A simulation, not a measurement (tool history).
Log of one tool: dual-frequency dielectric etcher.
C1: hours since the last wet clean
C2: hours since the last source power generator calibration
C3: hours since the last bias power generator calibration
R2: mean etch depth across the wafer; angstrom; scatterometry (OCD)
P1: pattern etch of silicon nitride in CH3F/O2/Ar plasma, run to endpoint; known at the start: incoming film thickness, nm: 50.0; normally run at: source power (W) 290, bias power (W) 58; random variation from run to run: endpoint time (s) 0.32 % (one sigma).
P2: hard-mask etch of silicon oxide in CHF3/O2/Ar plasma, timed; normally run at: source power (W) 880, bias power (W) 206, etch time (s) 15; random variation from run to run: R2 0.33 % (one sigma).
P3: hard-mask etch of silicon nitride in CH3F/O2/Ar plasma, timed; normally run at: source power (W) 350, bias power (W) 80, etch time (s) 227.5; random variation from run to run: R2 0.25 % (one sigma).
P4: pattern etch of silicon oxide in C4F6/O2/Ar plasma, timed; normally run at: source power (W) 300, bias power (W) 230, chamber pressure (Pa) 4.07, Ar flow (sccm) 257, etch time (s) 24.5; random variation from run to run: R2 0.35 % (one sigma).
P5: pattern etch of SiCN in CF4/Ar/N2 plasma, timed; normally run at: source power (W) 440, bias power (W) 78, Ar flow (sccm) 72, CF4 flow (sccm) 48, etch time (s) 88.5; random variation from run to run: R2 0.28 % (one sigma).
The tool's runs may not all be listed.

Run 1, hour 2.1: process that ran P1, source power (W) 290, bias power (W) 58; C1 246.2; C2 2525.7; C3 1115.6. Result: endpoint time (s) 89.854.
Run 2, hour 6.5: process that ran P1, source power (W) 200, bias power (W) 58; C1 250.6; C2 2530.1; C3 1120. Result: endpoint time (s) 103.34.
Run 3, hour 11.1: process that ran P3, source power (W) 350, bias power (W) 80, etch time (s) 227.5; C1 255.2; C2 2534.7; C3 1124.6. Result: R2 1641.7 angstrom.
Run 4, hour 15.2: process that ran P1, source power (W) 290, bias power (W) 58; C1 259.3; C2 2538.8; C3 1128.7. Result: endpoint time (s) 89.337.
Run 5, hour 19.1: process that ran P3, source power (W) 350, bias power (W) 80, etch time (s) 328; C1 263.2; C2 2542.7; C3 1132.6. Result: R2 2375.6 angstrom.
Run 6, hour 23.2: process that ran P4, source power (W) 300, bias power (W) 230, etch time (s) 24.5, chamber pressure (Pa) 4.07, Ar flow (sccm) 151; C1 267.3; C2 2546.8; C3 1136.7. Result: R2 827.29 angstrom.
Run 7, hour 27.6: process that ran P5, source power (W) 440, bias power (W) 78, etch time (s) 88.5, Ar flow (sccm) 72, CF4 flow (sccm) 29; C1 271.7; C2 2551.2; C3 1141.1. Result: R2 695.05 angstrom.
Run 8, hour 31.4: process that ran P5, source power (W) 440, bias power (W) 53, etch time (s) 88.5, Ar flow (sccm) 72, CF4 flow (sccm) 48; C1 275.5; C2 2555; C3 1144.9. Result: R2 661.82 angstrom.
Run 9, hour 35.3: process that ran P1, source power (W) 390, bias power (W) 71; C1 279.4; C2 2558.9; C3 1148.8. Result: endpoint time (s) 74.886.
Run 10, hour 38.3: process that ran P1, source power (W) 210, bias power (W) 43; C1 282.4; C2 2561.9; C3 1151.8. Result: endpoint time (s) 111.31.
Run 11, hour 41.9: process that ran P5, source power (W) 440, bias power (W) 78, etch time (s) 88.5, Ar flow (sccm) 72, CF4 flow (sccm) 48; C1 286; C2 2565.5; C3 1155.4. Result: R2 753.25 angstrom.
Run 12, hour 45.4: process that ran P1, source power (W) 370, bias power (W) 58; C1 289.5; C2 2569; C3 1158.9. Result: endpoint time (s) 82.041.
Run 13, hour 49.7: process that ran P2, source power (W) 880, bias power (W) 206, etch time (s) 15; C1 293.8; C2 2573.3; C3 1163.2. Result: R2 355.3 angstrom.
Run 14, hour 52.1: process that ran P5, source power (W) 440, bias power (W) 78, etch time (s) 116, Ar flow (sccm) 72, CF4 flow (sccm) 48; C1 296.2; C2 2575.7; C3 1165.6. Result: R2 980.93 angstrom.
Run 15, hour 54.9: process that ran P2, source power (W) 880, bias power (W) 206, etch time (s) 15; C1 299; C2 2578.5; C3 1168.4. Result: R2 357.73 angstrom.
Run 16, hour 57.3: process that ran P2, source power (W) 880, bias power (W) 277, etch time (s) 15; C1 301.4; C2 2580.9; C3 1170.8. Result: R2 395.66 angstrom.
Run 17, hour 59.4: process that ran P3, source power (W) 490, bias power (W) 80, etch time (s) 227.5; C1 303.5; C2 2583; C3 1172.9. Result: R2 1855.6 angstrom.
Run 18, hour 63.5: process that ran P1, source power (W) 290, bias power (W) 58; C1 307.6; C2 2587.1; C3 1177. Result: endpoint time (s) 89.773.
Run 19, hour 66.3: process that ran P4, source power (W) 300, bias power (W) 230, etch time (s) 14.5, chamber pressure (Pa) 4.07, Ar flow (sccm) 257; C1 310.4; C2 2589.9; C3 1179.8. Result: R2 462.59 angstrom.
Run 20, hour 69.2: process that ran P1, source power (W) 360, bias power (W) 76; C1 313.3; C2 2592.8; C3 1182.7. Result: endpoint time (s) 75.374.
Run 21, hour 71.3: process that ran P5, source power (W) 440, bias power (W) 78, etch time (s) 88.5, Ar flow (sccm) 72, CF4 flow (sccm) 48; C1 315.4; C2 2594.9; C3 1184.8. Result: R2 751.67 angstrom.
Run 22, hour 75: process that ran P5, source power (W) 440, bias power (W) 78, etch time (s) 88.5, Ar flow (sccm) 45, CF4 flow (sccm) 48; C1 319.1; C2 2598.6; C3 1188.5. Result: R2 806.02 angstrom.
Run 23, hour 78.8: process that ran P4, source power (W) 200, bias power (W) 230, etch time (s) 24.5, chamber pressure (Pa) 4.07, Ar flow (sccm) 257; C1 322.9; C2 2602.4; C3 1192.3. Result: R2 674.59 angstrom.
Run 24, hour 82.7: process that ran P5, source power (W) 610, bias power (W) 78, etch time (s) 88.5, Ar flow (sccm) 72, CF4 flow (sccm) 48; C1 326.8; C2 2606.3; C3 1196.2. Result: R2 1010.8 angstrom.
Run 25, hour 85.7: process that ran P4, source power (W) 300, bias power (W) 230, etch time (s) 24.5, chamber pressure (Pa) 5.13, Ar flow (sccm) 257; C1 329.8; C2 2609.3; C3 1199.2. Result: R2 763.91 angstrom.
Run 26, hour 88.6: process that ran P4, source power (W) 300, bias power (W) 320, etch time (s) 24.5, chamber pressure (Pa) 4.07, Ar flow (sccm) 257; C1 332.7; C2 2612.2; C3 1202.1. Result: R2 882.17 angstrom.
At hour 91.6: wet clean of the chamber.
Run 27, hour 92.6: process that ran P3, source power (W) 350, bias power (W) 48, etch time (s) 227.5; C1 1; C2 2616.2; C3 1206.1. Result: R2 1380.5 angstrom.
Run 28, hour 95.2: process that ran P2, source power (W) 1170, bias power (W) 206, etch time (s) 15; C1 3.6; C2 2618.8; C3 1208.7. Result: R2 400.82 angstrom.
Run 29, hour 98.2: process that ran P1, source power (W) 290, bias power (W) 44; C1 6.6; C2 2621.8; C3 1211.7. Result: endpoint time (s) 97.945.
Run 30, hour 102.2: process that ran P1, source power (W) 290, bias power (W) 80; C1 10.6; C2 2625.8; C3 1215.7. Result: endpoint time (s) 80.097.
Run 31, hour 104.3: process that ran P4, source power (W) 300, bias power (W) 230, etch time (s) 24.5, chamber pressure (Pa) 4.07, Ar flow (sccm) 257; C1 12.7; C2 2627.9; C3 1217.8. Result: R2 784.96 angstrom.
Run 32, hour 108.8: process that ran P1, source power (W) 290, bias power (W) 58; C1 17.2; C2 2632.4; C3 1222.3. Result: endpoint time (s) 89.919.
Run 33, hour 112.9: process that ran P2, source power (W) 880, bias power (W) 206, etch time (s) 10; C1 21.3; C2 2636.5; C3 1226.4. Result: R2 238.38 angstrom.
Run 34, hour 115.4: process that ran P1, source power (W) 290, bias power (W) 58; C1 23.8; C2 2639; C3 1228.9. Result: endpoint time (s) 89.932.
Run 35, hour 118.2: process that ran P1, source power (W) 290, bias power (W) 58; C1 26.6; C2 2641.8; C3 1231.7. Result: endpoint time (s) 90.14.
Run 36, hour 122.3: process that ran P1, source power (W) 290, bias power (W) 58; C1 30.7; C2 2645.9; C3 1235.8. Result: endpoint time (s) 90.655.
Run 37, hour 124.5: process that ran P1, source power (W) 290, bias power (W) 58; C1 32.9; C2 2648.1; C3 1238. Result: endpoint time (s) 90.674.
At hour 126.7: wet clean of the chamber.
Run 38, hour 127.3: process that ran P1, source power (W) 290, bias power (W) 58; C1 0.6; C2 2650.9; C3 1240.8. Result: endpoint time (s) 90.41.
Run 39, hour 131.7: process that ran P1, source power (W) 290, bias power (W) 58; C1 5; C2 2655.3; C3 1245.2. Result: endpoint time (s) 91.073.
Run 40, hour 134.2: process that ran P1, source power (W) 290, bias power (W) 58; C1 7.5; C2 2657.8; C3 1247.7. Result: endpoint time (s) 91.743.
Run 41, hour 137.7: process that ran P1, source power (W) 290, bias power (W) 58; C1 11; C2 2661.3; C3 1251.2. Result: endpoint time (s) 91.409.
Run 42, hour 141.1: process that ran P1, source power (W) 290, bias power (W) 58; C1 14.4; C2 2664.7; C3 1254.6. Result: endpoint time (s) 91.244.

What P1 gives has crept away from where it was. These 2 causes fit the log equally well, each at the size given:
A: bias power that arrives under what is set, % = 4.74
B: source power that arrives under what is set, % = 4.14
The creep began at about hour 115.4.
Why every other cause is out:
chamber walls in a state that lowers the etch rate, %: serviced at hour 126.7, which brought nothing back

4 check runs are offered, one wafer each, their results left as question marks. Which one tells the causes apart?
Run check 1, hour 144.5: process that ran P4, source power (W) 300, bias power (W) 230, etch time (s) 16.5, chamber pressure (Pa) 4.07, Ar flow (sccm) 178. Result: R2 ?.
Run check 2, hour 144.5: process that ran P2, source power (W) 880, bias power (W) 273, etch time (s) 15. Result: R2 ?.
Run check 3, hour 144.5: process that ran P3, source power (W) 350, bias power (W) 60, etch time (s) 312.5. Result: R2 ?.
Run check 4, hour 144.5: process that ran P5, source power (W) 440, bias power (W) 78, etch time (s) 88.5, Ar flow (sccm) 49, CF4 flow (sccm) 48. Result: R2 ?.

What each check would give under each cause:
  check  result    if A    if B
check 1      R2  541.43  541.56
check 2      R2  387.92   388.4
check 3      R2  2011.6  2011.4
check 4      R2  782.44  766.18
How far apart the two closest causes lie, in the result that separates them most: check 1 0.02 %; check 2 0.12 %; check 3 0.01 %; check 4 2.1 %
Check 4 tells the causes apart: in the others they would give nearly the same result.

Check 4 was then run and gave: R2 781.15 angstrom. Which cause is it?

It is A: bias power that arrives under what is set, %.
